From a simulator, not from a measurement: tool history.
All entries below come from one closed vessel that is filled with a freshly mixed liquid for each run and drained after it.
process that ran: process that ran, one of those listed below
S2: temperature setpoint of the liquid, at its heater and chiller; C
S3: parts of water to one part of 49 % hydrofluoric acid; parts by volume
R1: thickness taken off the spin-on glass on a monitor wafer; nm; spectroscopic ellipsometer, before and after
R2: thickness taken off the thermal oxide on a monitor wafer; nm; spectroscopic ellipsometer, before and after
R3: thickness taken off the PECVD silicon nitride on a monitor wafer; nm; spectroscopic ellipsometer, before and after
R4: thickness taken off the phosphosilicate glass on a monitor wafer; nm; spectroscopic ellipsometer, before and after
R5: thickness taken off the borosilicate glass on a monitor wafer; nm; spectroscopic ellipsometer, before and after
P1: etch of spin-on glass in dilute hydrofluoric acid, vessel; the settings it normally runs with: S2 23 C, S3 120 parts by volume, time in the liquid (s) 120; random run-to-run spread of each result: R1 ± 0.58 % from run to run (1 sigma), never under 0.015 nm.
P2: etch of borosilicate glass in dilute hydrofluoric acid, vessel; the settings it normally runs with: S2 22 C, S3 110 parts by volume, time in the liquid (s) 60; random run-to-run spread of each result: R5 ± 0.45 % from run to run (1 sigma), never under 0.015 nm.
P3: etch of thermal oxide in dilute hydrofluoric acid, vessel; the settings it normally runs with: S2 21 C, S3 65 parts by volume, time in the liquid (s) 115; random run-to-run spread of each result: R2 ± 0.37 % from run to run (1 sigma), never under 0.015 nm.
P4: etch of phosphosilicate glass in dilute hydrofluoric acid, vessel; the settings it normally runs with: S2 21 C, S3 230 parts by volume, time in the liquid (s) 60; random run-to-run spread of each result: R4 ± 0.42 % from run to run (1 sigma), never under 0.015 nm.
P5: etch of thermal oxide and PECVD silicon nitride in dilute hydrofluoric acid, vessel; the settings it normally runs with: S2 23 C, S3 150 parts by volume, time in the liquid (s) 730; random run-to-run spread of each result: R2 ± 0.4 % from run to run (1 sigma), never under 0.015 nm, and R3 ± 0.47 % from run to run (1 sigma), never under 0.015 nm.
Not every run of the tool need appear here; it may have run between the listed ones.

{"run": 1, "day": 0.179, "process that ran": "P1", "S2": 23, "S3": 120, "time in the liquid (s)": 120, "R1": 36.553}
{"run": 2, "day": 0.367, "process that ran": "P1", "S2": 23, "S3": 120, "time in the liquid (s)": 120, "R1": 36.153}
{"run": 3, "day": 0.567, "process that ran": "P1", "S2": 23, "S3": 120, "time in the liquid (s)": 120, "R1": 36.163}
{"run": 4, "day": 0.738, "process that ran": "P1", "S2": 23, "S3": 120, "time in the liquid (s)": 30, "R1": 9.0919}
{"run": 5, "day": 1.008, "process that ran": "P3", "S2": 21, "S3": 105, "time in the liquid (s)": 115, "R2": 4.6194}
{"run": 6, "day": 1.238, "process that ran": "P5", "S2": 23, "S3": 150, "time in the liquid (s)": 730, "R2": 20.08, "R3": 17.293}
{"run": 7, "day": 1.446, "process that ran": "P1", "S2": 23, "S3": 120, "time in the liquid (s)": 120, "R1": 35.852}
{"run": 8, "day": 1.771, "process that ran": "P1", "S2": 23, "S3": 65, "time in the liquid (s)": 120, "R1": 72.035}
{"run": 9, "day": 1.938, "process that ran": "P1", "S2": 23, "S3": 120, "time in the liquid (s)": 225, "R1": 67.265}
{"run": 10, "day": 2.088, "process that ran": "P5", "S2": 17, "S3": 150, "time in the liquid (s)": 730, "R2": 15.708, "R3": 11.589}
{"run": 11, "day": 2.242, "process that ran": "P4", "S2": 21, "S3": 230, "time in the liquid (s)": 110, "R4": 57.033}
{"run": 12, "day": 2.462, "process that ran": "P4", "S2": 21, "S3": 230, "time in the liquid (s)": 60, "R4": 31.126}
{"run": 13, "day": 2.721, "process that ran": "P2", "S2": 22, "S3": 110, "time in the liquid (s)": 120, "R5": 28.675}
{"day": 2.954, "done": "hydrofluoric acid flow meter replaced"}
{"run": 14, "day": 3.0, "process that ran": "P3", "S2": 21, "S3": 65, "time in the liquid (s)": 30, "R2": 2.0439}
{"run": 15, "day": 3.196, "process that ran": "P3", "S2": 21, "S3": 65, "time in the liquid (s)": 115, "R2": 7.7895}
{"run": 16, "day": 3.346, "process that ran": "P1", "S2": 23, "S3": 165, "time in the liquid (s)": 70, "R1": 14.732}
{"run": 17, "day": 3.642, "process that ran": "P1", "S2": 18.5, "S3": 120, "time in the liquid (s)": 120, "R1": 30.043}
{"run": 18, "day": 3.8, "process that ran": "P4", "S2": 21, "S3": 325, "time in the liquid (s)": 60, "R4": 20.145}
{"run": 19, "day": 4.1, "process that ran": "P2", "S2": 22, "S3": 110, "time in the liquid (s)": 60, "R5": 14.418}
{"run": 20, "day": 4.346, "process that ran": "P5", "S2": 23, "S3": 90, "time in the liquid (s)": 730, "R2": 36.078, "R3": 28.702}
{"run": 21, "day": 4.533, "process that ran": "P4", "S2": 17, "S3": 230, "time in the liquid (s)": 60, "R4": 26.817}
{"run": 22, "day": 4.783, "process that ran": "P1", "S2": 23, "S3": 200, "time in the liquid (s)": 120, "R1": 19.906}
{"run": 23, "day": 5.067, "process that ran": "P1", "S2": 23, "S3": 120, "time in the liquid (s)": 120, "R1": 36.495}
{"run": 24, "day": 5.354, "process that ran": "P5", "S2": 23, "S3": 150, "time in the liquid (s)": 1425, "R2": 39.353, "R3": 34.066}
{"run": 25, "day": 5.679, "process that ran": "P2", "S2": 22, "S3": 35, "time in the liquid (s)": 60, "R5": 49.182}
{"run": 26, "day": 5.904, "process that ran": "P1", "S2": 23, "S3": 120, "time in the liquid (s)": 120, "R1": 35.944}
{"run": 27, "day": 6.079, "process that ran": "P2", "S2": 27.5, "S3": 110, "time in the liquid (s)": 60, "R5": 17.78}
{"run": 28, "day": 6.383, "process that ran": "P5", "S2": 23, "S3": 150, "time in the liquid (s)": 730, "R2": 20.181, "R3": 17.363}
{"run": 29, "day": 6.712, "process that ran": "P1", "S2": 28, "S3": 120, "time in the liquid (s)": 120, "R1": 43.511}
{"run": 30, "day": 6.942, "process that ran": "P3", "S2": 25.5, "S3": 65, "time in the liquid (s)": 115, "R2": 9.338}
{"run": 31, "day": 7.233, "process that ran": "P1", "S2": 23, "S3": 120, "time in the liquid (s)": 120, "R1": 36.622}
{"run": 32, "day": 7.492, "process that ran": "P1", "S2": 23, "S3": 120, "time in the liquid (s)": 120, "R1": 37.177}
{"run": 33, "day": 7.796, "process that ran": "P1", "S2": 23, "S3": 120, "time in the liquid (s)": 120, "R1": 37.898}
{"run": 34, "day": 7.979, "process that ran": "P1", "S2": 23, "S3": 120, "time in the liquid (s)": 120, "R1": 38.371}
{"run": 35, "day": 8.242, "process that ran": "P1", "S2": 23, "S3": 120, "time in the liquid (s)": 120, "R1": 38.491}
{"run": 36, "day": 8.533, "process that ran": "P1", "S2": 23, "S3": 120, "time in the liquid (s)": 120, "R1": 39.012}
{"run": 37, "day": 8.783, "process that ran": "P1", "S2": 23, "S3": 120, "time in the liquid (s)": 120, "R1": 38.616}
{"run": 38, "day": 9.062, "process that ran": "P1", "S2": 23, "S3": 120, "time in the liquid (s)": 120, "R1": 39.209}
{"run": 39, "day": 9.396, "process that ran": "P1", "S2": 23, "S3": 120, "time in the liquid (s)": 120, "R1": 39.355}
{"run": 40, "day": 9.621, "process that ran": "P1", "S2": 23, "S3": 120, "time in the liquid (s)": 120, "R1": 39.112}
{"run": 41, "day": 9.95, "process that ran": "P1", "S2": 23, "S3": 120, "time in the liquid (s)": 120, "R1": 39.243}
{"run": 42, "day": 10.146, "process that ran": "P1", "S2": 23, "S3": 120, "time in the liquid (s)": 120, "R1": 39.323}

Something has made what P1 gives creep away from where it was; the 2 causes below, each at its own stated size, fit the log equally well:
A: liquid hotter than its thermometer reads (K) = 2.21
B: hydrofluoric acid flow above the setpoint (%) = 7.87
At approximately day 7.233, the process output began to creep.

The check runs listed below each take one wafer, and their results are still question marks. Under which run would the listed causes lead to clearly different results?
{"run": "check 1", "day": 10.342, "process that ran": "P2", "S2": 22, "S3": 70, "time in the liquid (s)": 90, "R5": "?"}
{"run": "check 2", "day": 10.342, "process that ran": "P4", "S2": 18, "S3": 230, "time in the liquid (s)": 100, "R4": "?"}
{"run": "check 3", "day": 10.342, "process that ran": "P3", "S2": 25, "S3": 65, "time in the liquid (s)": 115, "R2": "?"}
{"run": "check 4", "day": 10.342, "process that ran": "P5", "S2": 17, "S3": 150, "time in the liquid (s)": 1310, "R2": "?", "R3": "?"}

Check results expected under each cause:
check=check_1 result=R5 if_A=38.904 if_B=38.589
check=check_2 result=R4 if_A=50.265 if_B=50.588
check=check_3 result=R2 if_A=10.076 if_B=10.013
check=check_4 result=R2 if_A=31.096 if_B=30.996
check=check_4 result=R3 if_A=24.225 if_B=22.428
Separation of the two closest causes in each check, using whichever result separates them best: check 1 0.81 %; check 2 0.64 %; check 3 0.63 %; check 4 7.71 %
Only in check 4 would the causes give clearly different results; in the remaining checks their results would be nearly the same.

Then check 4 was run and gave: R2 31.026 nm; R3 22.55 nm. Which cause is it?

The correct cause is B, namely: hydrofluoric acid flow above the setpoint (%).

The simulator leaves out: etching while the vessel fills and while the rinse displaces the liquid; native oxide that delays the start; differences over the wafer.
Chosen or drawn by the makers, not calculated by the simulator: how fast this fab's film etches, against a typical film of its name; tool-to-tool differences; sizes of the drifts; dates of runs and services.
